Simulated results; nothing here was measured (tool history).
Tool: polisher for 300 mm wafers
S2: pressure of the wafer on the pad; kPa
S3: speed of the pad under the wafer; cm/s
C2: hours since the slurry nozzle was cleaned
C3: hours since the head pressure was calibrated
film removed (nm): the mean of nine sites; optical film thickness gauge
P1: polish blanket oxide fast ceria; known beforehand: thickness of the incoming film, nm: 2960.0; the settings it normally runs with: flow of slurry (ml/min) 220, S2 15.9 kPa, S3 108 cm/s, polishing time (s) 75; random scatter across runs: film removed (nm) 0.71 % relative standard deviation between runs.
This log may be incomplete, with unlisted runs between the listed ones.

{"run": 1, "hour": 7.3, "flow of slurry (ml/min)": 220, "S2": 15.9, "S3": 108, "polishing time (s)": 75, "wafers polished on this pad": 618, "C2": 86.6, "C3": 480.2, "film removed (nm)": 1160.7}
{"run": 2, "hour": 12.1, "flow of slurry (ml/min)": 220, "S2": 15.9, "S3": 108, "polishing time (s)": 75, "wafers polished on this pad": 668, "C2": 91.4, "C3": 485, "film removed (nm)": 1172.5}
{"run": 3, "hour": 17.3, "flow of slurry (ml/min)": 220, "S2": 15.9, "S3": 58, "polishing time (s)": 75, "wafers polished on this pad": 722, "C2": 96.6, "C3": 490.2, "film removed (nm)": 622.7}
{"run": 4, "hour": 22.2, "flow of slurry (ml/min)": 220, "S2": 11.7, "S3": 108, "polishing time (s)": 75, "wafers polished on this pad": 772, "C2": 101.5, "C3": 495.1, "film removed (nm)": 854.54}
{"run": 5, "hour": 29.4, "flow of slurry (ml/min)": 220, "S2": 24.8, "S3": 108, "polishing time (s)": 75, "wafers polished on this pad": 847, "C2": 108.7, "C3": 502.3, "film removed (nm)": 1806.6}
{"run": 6, "hour": 34.4, "flow of slurry (ml/min)": 220, "S2": 15.9, "S3": 82, "polishing time (s)": 114, "wafers polished on this pad": 898, "C2": 113.7, "C3": 507.3, "film removed (nm)": 1326.2}
{"run": 7, "hour": 41.1, "flow of slurry (ml/min)": 220, "S2": 15.9, "S3": 108, "polishing time (s)": 75, "wafers polished on this pad": 967, "C2": 120.4, "C3": 514, "film removed (nm)": 1173.8}
{"run": 8, "hour": 46.0, "flow of slurry (ml/min)": 220, "S2": 11.7, "S3": 70, "polishing time (s)": 75, "wafers polished on this pad": 1018, "C2": 125.3, "C3": 518.9, "film removed (nm)": 555.09}
{"run": 9, "hour": 51.7, "flow of slurry (ml/min)": 220, "S2": 15.9, "S3": 158, "polishing time (s)": 93, "wafers polished on this pad": 1077, "C2": 131, "C3": 524.6, "film removed (nm)": 2116.8}
{"run": 10, "hour": 59.3, "flow of slurry (ml/min)": 220, "S2": 15.9, "S3": 108, "polishing time (s)": 38, "wafers polished on this pad": 1155, "C2": 138.6, "C3": 532.2, "film removed (nm)": 583.92}
{"hour": 61.7, "done": "head pressure recalibrated"}
{"run": 11, "hour": 68.8, "flow of slurry (ml/min)": 220, "S2": 15.9, "S3": 108, "polishing time (s)": 75, "wafers polished on this pad": 1253, "C2": 148.1, "C3": 7.2, "film removed (nm)": 1160.4}
{"run": 12, "hour": 74.4, "flow of slurry (ml/min)": 220, "S2": 15.9, "S3": 108, "polishing time (s)": 118, "wafers polished on this pad": 1311, "C2": 153.7, "C3": 12.8, "film removed (nm)": 1813.9}
{"run": 13, "hour": 83.7, "flow of slurry (ml/min)": 220, "S2": 15.9, "S3": 108, "polishing time (s)": 75, "wafers polished on this pad": 1407, "C2": 163, "C3": 22.1, "film removed (nm)": 1148.7}
{"run": 14, "hour": 90.0, "flow of slurry (ml/min)": 220, "S2": 15.9, "S3": 108, "polishing time (s)": 75, "wafers polished on this pad": 1472, "C2": 169.3, "C3": 28.4, "film removed (nm)": 1155.2}
{"run": 15, "hour": 98.2, "flow of slurry (ml/min)": 220, "S2": 15.9, "S3": 148, "polishing time (s)": 75, "wafers polished on this pad": 1556, "C2": 177.5, "C3": 36.6, "film removed (nm)": 1598.1}
{"run": 16, "hour": 106.5, "flow of slurry (ml/min)": 295, "S2": 15.9, "S3": 108, "polishing time (s)": 75, "wafers polished on this pad": 1642, "C2": 185.8, "C3": 44.9, "film removed (nm)": 1198.8}
{"run": 17, "hour": 113.9, "flow of slurry (ml/min)": 130, "S2": 15.9, "S3": 108, "polishing time (s)": 75, "wafers polished on this pad": 1718, "C2": 193.2, "C3": 52.3, "film removed (nm)": 1067.5}
{"run": 18, "hour": 120.2, "flow of slurry (ml/min)": 220, "S2": 15.9, "S3": 108, "polishing time (s)": 75, "wafers polished on this pad": 1783, "C2": 199.5, "C3": 58.6, "film removed (nm)": 1147.9}
{"run": 19, "hour": 128.6, "flow of slurry (ml/min)": 220, "S2": 15.9, "S3": 108, "polishing time (s)": 75, "wafers polished on this pad": 1870, "C2": 207.9, "C3": 67, "film removed (nm)": 1135.7}
{"run": 20, "hour": 138.1, "flow of slurry (ml/min)": 220, "S2": 15.9, "S3": 108, "polishing time (s)": 75, "wafers polished on this pad": 1968, "C2": 217.4, "C3": 76.5, "film removed (nm)": 1119.4}
{"run": 21, "hour": 147.0, "flow of slurry (ml/min)": 220, "S2": 15.9, "S3": 108, "polishing time (s)": 75, "wafers polished on this pad": 2060, "C2": 226.3, "C3": 85.4, "film removed (nm)": 1118.4}
{"run": 22, "hour": 155.6, "flow of slurry (ml/min)": 220, "S2": 15.9, "S3": 108, "polishing time (s)": 75, "wafers polished on this pad": 2149, "C2": 234.9, "C3": 94, "film removed (nm)": 1111.3}
{"run": 23, "hour": 162.2, "flow of slurry (ml/min)": 220, "S2": 15.9, "S3": 108, "polishing time (s)": 75, "wafers polished on this pad": 2217, "C2": 241.5, "C3": 100.6, "film removed (nm)": 1106.8}
{"run": 24, "hour": 169.5, "flow of slurry (ml/min)": 220, "S2": 15.9, "S3": 108, "polishing time (s)": 75, "wafers polished on this pad": 2292, "C2": 248.8, "C3": 107.9, "film removed (nm)": 1112}
{"run": 25, "hour": 176.4, "flow of slurry (ml/min)": 220, "S2": 15.9, "S3": 108, "polishing time (s)": 75, "wafers polished on this pad": 2363, "C2": 255.7, "C3": 114.8, "film removed (nm)": 1111.8}
{"hour": 184.0, "done": "head pressure recalibrated"}
{"run": 26, "hour": 186.2, "flow of slurry (ml/min)": 220, "S2": 15.9, "S3": 108, "polishing time (s)": 75, "wafers polished on this pad": 2465, "C2": 265.5, "C3": 2.2, "film removed (nm)": 1110.1}
{"run": 27, "hour": 195.2, "flow of slurry (ml/min)": 220, "S2": 15.9, "S3": 108, "polishing time (s)": 75, "wafers polished on this pad": 2557, "C2": 274.5, "C3": 11.2, "film removed (nm)": 1107.7}
{"run": 28, "hour": 201.6, "flow of slurry (ml/min)": 220, "S2": 15.9, "S3": 108, "polishing time (s)": 75, "wafers polished on this pad": 2623, "C2": 280.9, "C3": 17.6, "film removed (nm)": 1097.7}
{"run": 29, "hour": 211.1, "flow of slurry (ml/min)": 220, "S2": 15.9, "S3": 108, "polishing time (s)": 75, "wafers polished on this pad": 2721, "C2": 290.4, "C3": 27.1, "film removed (nm)": 1105.6}

Something has made what P1 gives creep away from where it was; the 2 causes below, each at its own stated size, fit the log equally well:
A: removal rate lost through wear of the pad, % = 4.54
B: slurry flow missing at the pad, % = 28.2
The gradual shift began around hour 120.2.
Excluded causes, each with its reason:
head's pressure below its setpoint, %: serviced at hour 184, which brought nothing back

Which of the 4 check runs listed below, each an average over 3 wafers with its results shown as question marks, gives clearly different results under the different listed causes?
{"run": "check 1", "hour": 220.6, "flow of slurry (ml/min)": 220, "S2": 23.4, "S3": 108, "polishing time (s)": 75, "film removed (nm)": "?"}
{"run": "check 2", "hour": 220.6, "flow of slurry (ml/min)": 220, "S2": 15.9, "S3": 84, "polishing time (s)": 75, "film removed (nm)": "?"}
{"run": "check 3", "hour": 220.6, "flow of slurry (ml/min)": 130, "S2": 22.1, "S3": 108, "polishing time (s)": 75, "film removed (nm)": "?"}
{"run": "check 4", "hour": 220.6, "flow of slurry (ml/min)": 220, "S2": 20, "S3": 108, "polishing time (s)": 39, "film removed (nm)": "?"}

Outcome of each check run for each possible cause:
check=check_1 result=film_removed_(nm) if_A=1632.5 if_B=1632.4
check=check_2 result=film_removed_(nm) if_A=858.91 if_B=858.86
check=check_3 result=film_removed_(nm) if_A=1416.4 if_B=1376.1
check=check_4 result=film_removed_(nm) if_A=724.05 if_B=724
Smallest distance between any two causes, each pair judged by its most separating result, in per cent: check 1 0.01 %; check 2 0.01 %; check 3 2.89 %; check 4 0.01 %
Check 3 tells the causes apart: in the others they would give nearly the same result.

Running check 3 produced the following: film removed (nm) 1430.4. Which one of the listed causes fits?

The cause is A: removal rate lost through wear of the pad, %.
